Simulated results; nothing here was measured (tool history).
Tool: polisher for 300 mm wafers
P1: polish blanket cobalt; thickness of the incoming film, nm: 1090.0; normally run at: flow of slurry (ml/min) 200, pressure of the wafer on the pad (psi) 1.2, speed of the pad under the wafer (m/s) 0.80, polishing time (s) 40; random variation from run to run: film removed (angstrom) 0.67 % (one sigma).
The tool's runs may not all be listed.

| run | hour | flow of slurry (ml/min) | pressure of the wafer on the pad (psi) | speed of the pad under the wafer (m/s) | polishing time (s) | film removed (angstrom) |
|---|---|---|---|---|---|---|
| 1 | 4.8 | 200 | 1.2 | 0.80 | 40 | 1072.00 |
| 2 | 9.6 | 200 | 1.5 | 1.16 | 40 | 1957.00 |
| 3 | 13.1 | 200 | 1.2 | 0.80 | 40 | 1069.50 |
| 4 | 18.4 | 200 | 1.2 | 0.80 | 40 | 1082.30 |
| 5 | 23.1 | 200 | 1.2 | 0.36 | 40 | 481.57 |
| 6 | 28.1 | 200 | 0.6 | 0.80 | 40 | 540.16 |
| 7 | 31.9 | 200 | 0.8 | 0.80 | 54 | 965.06 |
| 8 | 37.2 | 200 | 1.5 | 0.80 | 19 | 635.34 |
| 9 | 42.4 | 200 | 1.2 | 1.04 | 40 | 1387.20 |
| 10 | 45.0 | 200 | 1.2 | 0.80 | 40 | 1065.30 |
| 11 | 48.7 | 200 | 1.8 | 0.80 | 40 | 1600.40 |
| 12 | 54.0 | 200 | 1.2 | 0.80 | 62 | 1685.60 |
| 13 | 57.6 | 200 | 1.2 | 0.80 | 26 | 696.76 |
| 14 | 63.3 | 200 | 1.2 | 0.80 | 40 | 1071.20 |
| 15 | 68.4 | 120 | 1.2 | 0.80 | 40 | 984.56 |
| 16 | 73.7 | 295 | 1.2 | 0.80 | 40 | 1121.10 |
| 17 | 79.0 | 200 | 1.2 | 0.80 | 40 | 1078.50 |
| 18 | 82.5 | 200 | 1.2 | 0.80 | 40 | 1051.10 |
| 19 | 86.3 | 200 | 1.2 | 0.80 | 40 | 1018.50 |
|  | 90.5 | worn pad replaced by a new one |
| 20 | 91.5 | 200 | 1.2 | 0.80 | 40 | 999.88 |
| 21 | 95.9 | 200 | 1.2 | 0.80 | 40 | 995.43 |
| 22 | 99.0 | 200 | 1.2 | 0.80 | 40 | 1000.30 |
| 23 | 103.9 | 200 | 1.2 | 0.80 | 40 | 1009.50 |

What P1 gives has crept away from where it was. These 2 causes fit the log equally well, each at the size given:
A: slurry flow missing at the pad, % = 39.2
B: head's pressure below its setpoint, % = 7.99
The creep began at about hour 79.0.
Why every other cause is out:
removal rate lost through wear of the pad, %: serviced at hour 90.5, which brought nothing back

4 check runs are offered, each on 2 wafers whose results are averaged, their results left as question marks. Which one tells the causes apart?
| check 1 | 108.8 | 200 | 1.7 | 0.42 | 40 | ? |
| check 2 | 108.8 | 130 | 0.7 | 0.80 | 40 | ? |
| check 3 | 108.8 | 200 | 0.7 | 0.80 | 56 | ? |
| check 4 | 108.8 | 200 | 1.8 | 0.80 | 40 | ? |

What each check would give under each cause:
| check | result | if A | if B |
|---|---|---|---|
| check 1 | film removed (angstrom) | 736.40 | 736.31 |
| check 2 | film removed (angstrom) | 517.82 | 538.64 |
| check 3 | film removed (angstrom) | 808.59 | 808.50 |
| check 4 | film removed (angstrom) | 1485.20 | 1485.00 |
How far apart the two closest causes lie, in the result that separates them most: check 1 0.01 %; check 2 3.94 %; check 3 0.01 %; check 4 0.01 %
Check 2 tells the causes apart: in the others they would give nearly the same result.

Check 2 was then run and gave: film removed (angstrom) 534.49. Which cause is it?

It is B: head's pressure below its setpoint, %.
